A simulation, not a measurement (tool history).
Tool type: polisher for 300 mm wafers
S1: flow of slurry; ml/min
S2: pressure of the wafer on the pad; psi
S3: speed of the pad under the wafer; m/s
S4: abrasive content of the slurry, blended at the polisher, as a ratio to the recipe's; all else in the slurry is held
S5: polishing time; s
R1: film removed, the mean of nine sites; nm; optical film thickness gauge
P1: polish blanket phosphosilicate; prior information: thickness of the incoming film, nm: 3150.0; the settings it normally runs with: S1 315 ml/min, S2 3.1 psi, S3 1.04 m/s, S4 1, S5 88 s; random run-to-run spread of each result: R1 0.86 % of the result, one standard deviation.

run	day	S1	S2	S3	S4	S5	R1
1	0.325	315	3.1	1.04	1	88	612.19
2	0.575	315	3.1	1.04	1	88	621.07
3	1.046	315	3.1	1.04	1	41	285.51
4	1.521	315	3.1	1.04	1.3	88	690.54
5	1.875	315	3.1	1.62	1	88	873.84
6	2.292	200	3.1	1.04	1	88	585.32
7	2.738	315	3.1	1.04	1	88	622.1
8	3.154	315	3.1	0.64	1	88	415.57
9	3.471	315	3.1	1.04	1	88	619.33
10	3.708	315	2	1.04	1	88	397.15
# day 3.767: worn pad replaced by a new one
11	4.15	315	4.9	1.04	1	88	962.5
12	4.496	190	3.1	1.04	1	57	372.54
13	4.967	315	3.1	1.04	1	88	602.34
14	5.183	475	3.1	1.04	1	88	639.07
15	5.479	315	3.1	1.04	0.65	88	493.98
# day 5.621: slurry nozzle cleaned
16	5.917	315	3.1	1.04	1	127	883.89
17	6.25	315	3.1	1.04	1	88	619.2
18	6.708	315	3.1	1.04	1	88	586.26
19	7.004	315	3.1	1.04	1	88	574.68
20	7.446	315	3.1	1.04	1	88	568.85
# day 7.571: worn pad replaced by a new one
21	7.9	315	3.1	1.04	1	88	550.19
# day 8.179: conditioning disc replaced and pad reconditioned
22	8.258	315	3.1	1.04	1	88	544.43
23	8.558	315	3.1	1.04	1	88	546.03
24	9.046	315	3.1	1.04	1	88	542.09
25	9.267	315	3.1	1.04	1	88	550.58
26	9.621	315	3.1	1.04	1	88	551.43

Compared with where it was, what P1 gives has crept away. Each cause listed below fits the log as well as the rest, at the size given for it:
A: head's pressure below its setpoint, % = 11.5
B: abrasive missing from the slurry, % = 22.3
The gradual shift began around day 6.25.
All other causes, with the reason each is excluded:
removal rate lost through wear of the pad, %: serviced after onset, at day 7.571, with no recovery of the prior output
slurry flow missing at the pad, %: limited to 40, which would change R1 by -5.5 %, either short of the creep or opposite in sign
time polished since the conditioner stopped cutting, s: serviced after onset, at day 8.179, with no recovery of the prior output

Consider the 4 check runs below, whose results appear as question marks and each of which averages 5 wafers. Which one distinguishes the causes, in that each cause would give it a clearly different result?
check 1	9.975	315	3.1	1.42	1	88	?
check 2	9.975	315	3.1	1.04	0.65	88	?
check 3	9.975	465	3.1	1.04	1	118	?
check 4	9.975	315	4.1	1.46	1	88	?

If the cause were each of the candidates in turn, the checks would give the following:
check	result	if A	if B
check 1	R1	699.6	699.28
check 2	R1	438.09	426.28
check 3	R1	751.82	751.48
check 4	R1	946.07	945.64
Distance between the nearest two causes, measured in the result of the check that separates them most: check 1 0.05 %; check 2 2.73 %; check 3 0.05 %; check 4 0.05 %
Check 2 is the one run that separates the causes; every other check would come out nearly the same whichever cause is at work.

Here is what check 2 returned: R1 428.5 nm. Which cause is it?

B is the cause: abrasive missing from the slurry, %.
